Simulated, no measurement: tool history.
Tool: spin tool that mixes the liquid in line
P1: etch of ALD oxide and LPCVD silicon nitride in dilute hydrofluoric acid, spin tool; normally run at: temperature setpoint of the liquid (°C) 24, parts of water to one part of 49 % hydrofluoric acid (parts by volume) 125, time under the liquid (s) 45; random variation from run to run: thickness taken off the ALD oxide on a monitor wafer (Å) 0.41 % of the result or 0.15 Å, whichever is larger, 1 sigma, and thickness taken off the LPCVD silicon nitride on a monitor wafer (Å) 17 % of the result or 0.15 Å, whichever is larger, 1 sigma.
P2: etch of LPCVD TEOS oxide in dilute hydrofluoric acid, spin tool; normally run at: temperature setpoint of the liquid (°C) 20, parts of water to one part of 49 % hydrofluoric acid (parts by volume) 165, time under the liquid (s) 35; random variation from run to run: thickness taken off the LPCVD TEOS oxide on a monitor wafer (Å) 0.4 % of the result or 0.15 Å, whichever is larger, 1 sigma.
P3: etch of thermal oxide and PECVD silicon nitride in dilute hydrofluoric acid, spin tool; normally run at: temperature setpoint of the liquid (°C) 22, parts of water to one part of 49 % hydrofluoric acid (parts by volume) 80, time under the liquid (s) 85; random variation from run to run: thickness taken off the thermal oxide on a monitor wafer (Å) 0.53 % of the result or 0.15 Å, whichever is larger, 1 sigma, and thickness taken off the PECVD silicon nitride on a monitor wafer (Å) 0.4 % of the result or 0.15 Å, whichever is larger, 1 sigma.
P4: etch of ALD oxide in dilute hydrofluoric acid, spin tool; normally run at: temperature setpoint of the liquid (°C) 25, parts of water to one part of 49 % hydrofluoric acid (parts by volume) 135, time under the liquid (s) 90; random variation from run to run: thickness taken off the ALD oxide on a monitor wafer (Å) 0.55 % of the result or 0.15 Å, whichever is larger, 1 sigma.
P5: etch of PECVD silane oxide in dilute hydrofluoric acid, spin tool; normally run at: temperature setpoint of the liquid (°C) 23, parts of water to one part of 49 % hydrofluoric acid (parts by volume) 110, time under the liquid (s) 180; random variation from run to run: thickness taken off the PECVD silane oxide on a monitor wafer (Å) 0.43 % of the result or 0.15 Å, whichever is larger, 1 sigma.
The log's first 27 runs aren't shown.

run   hour  process that ran  temperature setpoint of the liquid (°C)  parts of water to one part of 49 % hydrofluoric acid (parts by volume)  time under the liquid (s)  thickness taken off the ALD oxide on a monitor wafer (Å)  thickness taken off the LPCVD silicon nitride on a monitor wafer (Å)  thickness taken off the thermal oxide on a monitor wafer (Å)  thickness taken off the PECVD silicon nitride on a monitor wafer (Å)  thickness taken off the PECVD silane oxide on a monitor wafer (Å)  thickness taken off the LPCVD TEOS oxide on a monitor wafer (Å)
 28  184.8                P3                                       22                                                                      40                         85                                                                                                                                                                                        101.84                                                                 103.1
 29  192.6                P1                                       24                                                                      30                         45                                                    397.05                                                                5.7329
 30  197.1                P1                                       24                                                                     125                         45                                                        84                                                                1.4848
 31  206.1                P2                                       20                                                                     165                         35                                                                                                                                                                                                                                                                                                                                                                                                  52.954
 32  211.4                P1                                       24                                                                     125                         45                                                    84.661                                                                1.8605
 33    217                P1                                       24                                                                     125                         45                                                     82.09                                                                1.4879
 34  224.8                P1                                       24                                                                     125                         45                                                    79.684                                                                1.9322
 35  233.9                P1                                       24                                                                     125                         45                                                    78.566                                                                1.4306
 36  241.2                P1                                       24                                                                     125                         45                                                    77.774                                                                1.6318
 37  248.7                P1                                       24                                                                     125                         45                                                    78.047                                                                1.3935

Run 38 comes next. What will it give?
 38  254.7                P1                                       24                                                                     125                         45                                                         ?                                                                     ?

thickness taken off the ALD oxide on a monitor wafer (Å): 77.781
thickness taken off the LPCVD silicon nitride on a monitor wafer (Å): 1.3724
